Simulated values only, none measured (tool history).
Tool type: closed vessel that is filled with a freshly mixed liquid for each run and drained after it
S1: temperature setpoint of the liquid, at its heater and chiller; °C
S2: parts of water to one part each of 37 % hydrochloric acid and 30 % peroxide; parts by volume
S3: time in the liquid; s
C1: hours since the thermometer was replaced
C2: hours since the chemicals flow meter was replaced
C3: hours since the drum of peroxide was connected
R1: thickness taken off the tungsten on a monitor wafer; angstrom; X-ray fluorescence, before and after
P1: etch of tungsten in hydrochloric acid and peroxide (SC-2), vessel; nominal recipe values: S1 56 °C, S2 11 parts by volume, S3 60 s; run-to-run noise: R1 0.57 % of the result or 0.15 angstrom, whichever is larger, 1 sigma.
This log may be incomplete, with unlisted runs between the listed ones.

run 1 hour=8.7 | S1=56 S2=11 S3=60 | C1=586.3 C2=1330.1 C3=207.4 | R1=224.98
run 2 hour=22.7 | S1=56 S2=11 S3=60 | C1=600.3 C2=1344.1 C3=221.4 | R1=226.72
run 3 hour=32 | S1=56 S2=11 S3=30 | C1=609.6 C2=1353.4 C3=230.7 | R1=112.3
run 4 hour=43.2 | S1=39.5 S2=11 S3=60 | C1=620.8 C2=1364.6 C3=241.9 | R1=73.964
run 5 hour=53.7 | S1=56 S2=19.5 S3=60 | C1=631.3 C2=1375.1 C3=252.4 | R1=135.46
run 6 hour=60.7 | S1=48.5 S2=4 S3=60 | C1=638.3 C2=1382.1 C3=259.4 | R1=300.94
run 7 hour=71.9 | S1=56 S2=4 S3=60 | C1=649.5 C2=1393.3 C3=270.6 | R1=488.77
run 8 hour=82.1 | S1=71 S2=11 S3=60 | C1=659.7 C2=1403.5 C3=280.8 | R1=568.36
run 9 hour=93.4 | S1=56 S2=11 S3=90 | C1=671 C2=1414.8 C3=292.1 | R1=335.08
run 10 hour=103.2 | S1=56 S2=11 S3=60 | C1=680.8 C2=1424.6 C3=301.9 | R1=226.68
run 11 hour=113 | S1=56 S2=11 S3=60 | C1=690.6 C2=1434.4 C3=311.7 | R1=224.09
run 12 hour=121.6 | S1=56 S2=11 S3=60 | C1=699.2 C2=1443 C3=320.3 | R1=226.29
run 13 hour=133.3 | S1=56 S2=11 S3=60 | C1=710.9 C2=1454.7 C3=332 | R1=226.77
run 14 hour=143.6 | S1=56 S2=11 S3=60 | C1=721.2 C2=1465 C3=342.3 | R1=231.07
run 15 hour=155.3 | S1=56 S2=11 S3=60 | C1=732.9 C2=1476.7 C3=354 | R1=236.74
run 16 hour=165.4 | S1=56 S2=11 S3=60 | C1=743 C2=1486.8 C3=364.1 | R1=235.7
run 17 hour=178.8 | S1=56 S2=11 S3=60 | C1=756.4 C2=1500.2 C3=377.5 | R1=238.65

Run 18 has not been measured yet. What should we expect?
run 18 hour=187.5 | S1=56 S2=11 S3=60 | C1=765.1 C2=1508.9 C3=386.2 | R1=?

{"run 18": {"R1": 240.39}}
